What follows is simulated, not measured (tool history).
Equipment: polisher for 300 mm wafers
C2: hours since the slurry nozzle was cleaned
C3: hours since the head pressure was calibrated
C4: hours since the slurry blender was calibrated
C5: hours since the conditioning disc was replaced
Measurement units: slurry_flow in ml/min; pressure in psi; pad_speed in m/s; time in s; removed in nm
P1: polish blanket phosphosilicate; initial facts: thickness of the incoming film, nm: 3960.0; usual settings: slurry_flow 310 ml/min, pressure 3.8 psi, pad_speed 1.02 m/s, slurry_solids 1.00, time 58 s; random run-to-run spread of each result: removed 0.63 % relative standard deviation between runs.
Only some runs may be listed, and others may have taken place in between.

Run 1, hour 7.1: slurry_flow 310 ml/min, pressure 3.8 psi, pad_speed 1.02 m/s, slurry_solids 1.00, time 58 s; wafers polished on this pad 487; C2 70.2; C3 269.8; C4 208.8; C5 56.8. Result: removed 645.39 nm.
Run 2, hour 13.6: slurry_flow 310 ml/min, pressure 3.8 psi, pad_speed 1.02 m/s, slurry_solids 1.20, time 83 s; wafers polished on this pad 538; C2 76.7; C3 276.3; C4 215.3; C5 63.3. Result: removed 999.12 nm.
Run 3, hour 21.5: slurry_flow 310 ml/min, pressure 3.8 psi, pad_speed 0.76 m/s, slurry_solids 1.00, time 58 s; wafers polished on this pad 600; C2 84.6; C3 284.2; C4 223.2; C5 71.2. Result: removed 509.72 nm.
At hour 26.4: slurry nozzle cleaned.
Run 4, hour 28.4: slurry_flow 310 ml/min, pressure 3.8 psi, pad_speed 1.02 m/s, slurry_solids 0.50, time 58 s; wafers polished on this pad 654; C2 2.1; C3 291.1; C4 230.1; C5 78.1. Result: removed 442.85 nm.
Run 5, hour 36.1: slurry_flow 465 ml/min, pressure 3.8 psi, pad_speed 1.02 m/s, slurry_solids 1.00, time 58 s; wafers polished on this pad 714; C2 9.8; C3 298.8; C4 237.8; C5 85.8. Result: removed 663.37 nm.
Run 6, hour 40.4: slurry_flow 310 ml/min, pressure 1.8 psi, pad_speed 1.02 m/s, slurry_solids 1.00, time 58 s; wafers polished on this pad 747; C2 14.1; C3 303.1; C4 242.1; C5 90.1. Result: removed 307.30 nm.
Run 7, hour 47.6: slurry_flow 310 ml/min, pressure 3.8 psi, pad_speed 1.02 m/s, slurry_solids 1.00, time 58 s; wafers polished on this pad 803; C2 21.3; C3 310.3; C4 249.3; C5 97.3. Result: removed 648.69 nm.
Run 8, hour 54.5: slurry_flow 310 ml/min, pressure 3.8 psi, pad_speed 1.02 m/s, slurry_solids 1.00, time 58 s; wafers polished on this pad 857; C2 28.2; C3 317.2; C4 256.2; C5 104.2. Result: removed 642.93 nm.
Run 9, hour 62.6: slurry_flow 310 ml/min, pressure 3.8 psi, pad_speed 1.02 m/s, slurry_solids 1.00, time 74 s; wafers polished on this pad 921; C2 36.3; C3 325.3; C4 264.3; C5 112.3. Result: removed 817.78 nm.
Run 10, hour 68.3: slurry_flow 310 ml/min, pressure 3.8 psi, pad_speed 1.02 m/s, slurry_solids 1.00, time 58 s; wafers polished on this pad 965; C2 42.0; C3 331.0; C4 270.0; C5 118.0. Result: removed 651.87 nm.
Run 11, hour 74.0: slurry_flow 310 ml/min, pressure 3.8 psi, pad_speed 1.02 m/s, slurry_solids 1.00, time 58 s; wafers polished on this pad 1010; C2 47.7; C3 336.7; C4 275.7; C5 123.7. Result: removed 647.15 nm.
Run 12, hour 78.1: slurry_flow 310 ml/min, pressure 3.8 psi, pad_speed 1.02 m/s, slurry_solids 1.35, time 58 s; wafers polished on this pad 1042; C2 51.8; C3 340.8; C4 279.8; C5 127.8. Result: removed 738.62 nm.
Run 13, hour 85.8: slurry_flow 310 ml/min, pressure 3.8 psi, pad_speed 1.02 m/s, slurry_solids 1.00, time 26 s; wafers polished on this pad 1102; C2 59.5; C3 348.5; C4 287.5; C5 135.5. Result: removed 289.94 nm.
Run 14, hour 90.0: slurry_flow 310 ml/min, pressure 5.9 psi, pad_speed 1.02 m/s, slurry_solids 1.00, time 58 s; wafers polished on this pad 1135; C2 63.7; C3 352.7; C4 291.7; C5 139.7. Result: removed 1004.70 nm.
At hour 90.2: worn pad replaced by a new one.
Run 15, hour 95.2: slurry_flow 310 ml/min, pressure 3.8 psi, pad_speed 1.62 m/s, slurry_solids 1.00, time 58 s; wafers polished on this pad 39; C2 68.9; C3 357.9; C4 296.9; C5 144.9. Result: removed 933.51 nm.
Run 16, hour 100.8: slurry_flow 185 ml/min, pressure 3.8 psi, pad_speed 1.02 m/s, slurry_solids 1.00, time 58 s; wafers polished on this pad 82; C2 74.5; C3 363.5; C4 302.5; C5 150.5. Result: removed 605.81 nm.
Run 17, hour 108.5: slurry_flow 310 ml/min, pressure 3.8 psi, pad_speed 1.02 m/s, slurry_solids 1.00, time 58 s; wafers polished on this pad 142; C2 82.2; C3 371.2; C4 310.2; C5 158.2. Result: removed 641.33 nm.
Run 18, hour 116.9: slurry_flow 310 ml/min, pressure 3.8 psi, pad_speed 1.02 m/s, slurry_solids 1.00, time 58 s; wafers polished on this pad 208; C2 90.6; C3 379.6; C4 318.6; C5 166.6. Result: removed 624.10 nm.
Run 19, hour 121.6: slurry_flow 310 ml/min, pressure 3.8 psi, pad_speed 1.02 m/s, slurry_solids 1.00, time 58 s; wafers polished on this pad 245; C2 95.3; C3 384.3; C4 323.3; C5 171.3. Result: removed 608.90 nm.
Run 20, hour 127.2: slurry_flow 310 ml/min, pressure 3.8 psi, pad_speed 1.02 m/s, slurry_solids 1.00, time 58 s; wafers polished on this pad 288; C2 100.9; C3 389.9; C4 328.9; C5 176.9. Result: removed 596.49 nm.
Run 21, hour 131.5: slurry_flow 310 ml/min, pressure 3.8 psi, pad_speed 1.02 m/s, slurry_solids 1.00, time 58 s; wafers polished on this pad 322; C2 105.2; C3 394.2; C4 333.2; C5 181.2. Result: removed 590.47 nm.
Run 22, hour 136.5: slurry_flow 310 ml/min, pressure 3.8 psi, pad_speed 1.02 m/s, slurry_solids 1.00, time 58 s; wafers polished on this pad 361; C2 110.2; C3 399.2; C4 338.2; C5 186.2. Result: removed 577.11 nm.
Run 23, hour 140.3: slurry_flow 310 ml/min, pressure 3.8 psi, pad_speed 1.02 m/s, slurry_solids 1.00, time 58 s; wafers polished on this pad 391; C2 114.0; C3 403.0; C4 342.0; C5 190.0. Result: removed 581.30 nm.
Run 24, hour 145.8: slurry_flow 310 ml/min, pressure 3.8 psi, pad_speed 1.02 m/s, slurry_solids 1.00, time 58 s; wafers polished on this pad 434; C2 119.5; C3 408.5; C4 347.5; C5 195.5. Result: removed 582.45 nm.
At hour 146.3: worn pad replaced by a new one.
Run 25, hour 150.7: slurry_flow 310 ml/min, pressure 3.8 psi, pad_speed 1.02 m/s, slurry_solids 1.00, time 58 s; wafers polished on this pad 35; C2 124.4; C3 413.4; C4 352.4; C5 200.4. Result: removed 575.07 nm.
At hour 150.9: conditioning disc replaced and pad reconditioned.
Run 26, hour 157.6: slurry_flow 310 ml/min, pressure 3.8 psi, pad_speed 1.02 m/s, slurry_solids 1.00, time 58 s; wafers polished on this pad 88; C2 131.3; C3 420.3; C4 359.3; C5 6.7. Result: removed 577.84 nm.
Run 27, hour 165.7: slurry_flow 310 ml/min, pressure 3.8 psi, pad_speed 1.02 m/s, slurry_solids 1.00, time 58 s; wafers polished on this pad 152; C2 139.4; C3 428.4; C4 367.4; C5 14.8. Result: removed 570.76 nm.

P1 has crept away from where it was. The log is fitted equally well by each of these 2 causes, at the sizes shown:
A: head's pressure below its setpoint, % = 11
B: abrasive missing from the slurry, % = 21.4
Creep in the process output first set in at about hour 108.5.
Other possible causes, and why each is ruled out:
removal rate lost through wear of the pad, %: work on it at hour 146.3, done after the drift set in, did not restore what the process gave before
slurry flow missing at the pad, %: capped at 40; at that size removed would change by -5.6 %, too little to explain the creep or opposite to it
time polished since the conditioner stopped cutting, s: work on it at hour 150.9, done after the drift set in, did not restore what the process gave before

The list below offers 4 check runs, each averaging the results of 2 wafers, and shows each result as a question mark. For which of them would the listed causes give clearly different results?
Run check 1, hour 173.8: slurry_flow 310 ml/min, pressure 3.8 psi, pad_speed 1.02 m/s, slurry_solids 0.55, time 41 s. Result: removed ?.
Run check 2, hour 173.8: slurry_flow 310 ml/min, pressure 5.9 psi, pad_speed 1.02 m/s, slurry_solids 1.00, time 34 s. Result: removed ?.
Run check 3, hour 173.8: slurry_flow 310 ml/min, pressure 2.3 psi, pad_speed 1.02 m/s, slurry_solids 1.00, time 29 s. Result: removed ?.
Run check 4, hour 173.8: slurry_flow 445 ml/min, pressure 3.8 psi, pad_speed 1.56 m/s, slurry_solids 1.00, time 58 s. Result: removed ?.

Check results expected under each cause:
  check   result    if A    if B
check 1  removed  295.95  285.67
check 2  removed  522.76  522.68
check 3  removed  173.82  173.79
check 4  removed  828.53  828.41
Per check, the gap between the least separated pair of causes, taken in the result that splits them most: check 1 3.53 %; check 2 0.01 %; check 3 0.01 %; check 4 0.01 %
Check 1 distinguishes between the causes, while the remaining checks would return nearly the same result for all of them.

With check 1 done, the readings were: removed 287.38 nm. Identify which of the listed causes applies.

Of the candidate causes, it is B: abrasive missing from the slurry, %.
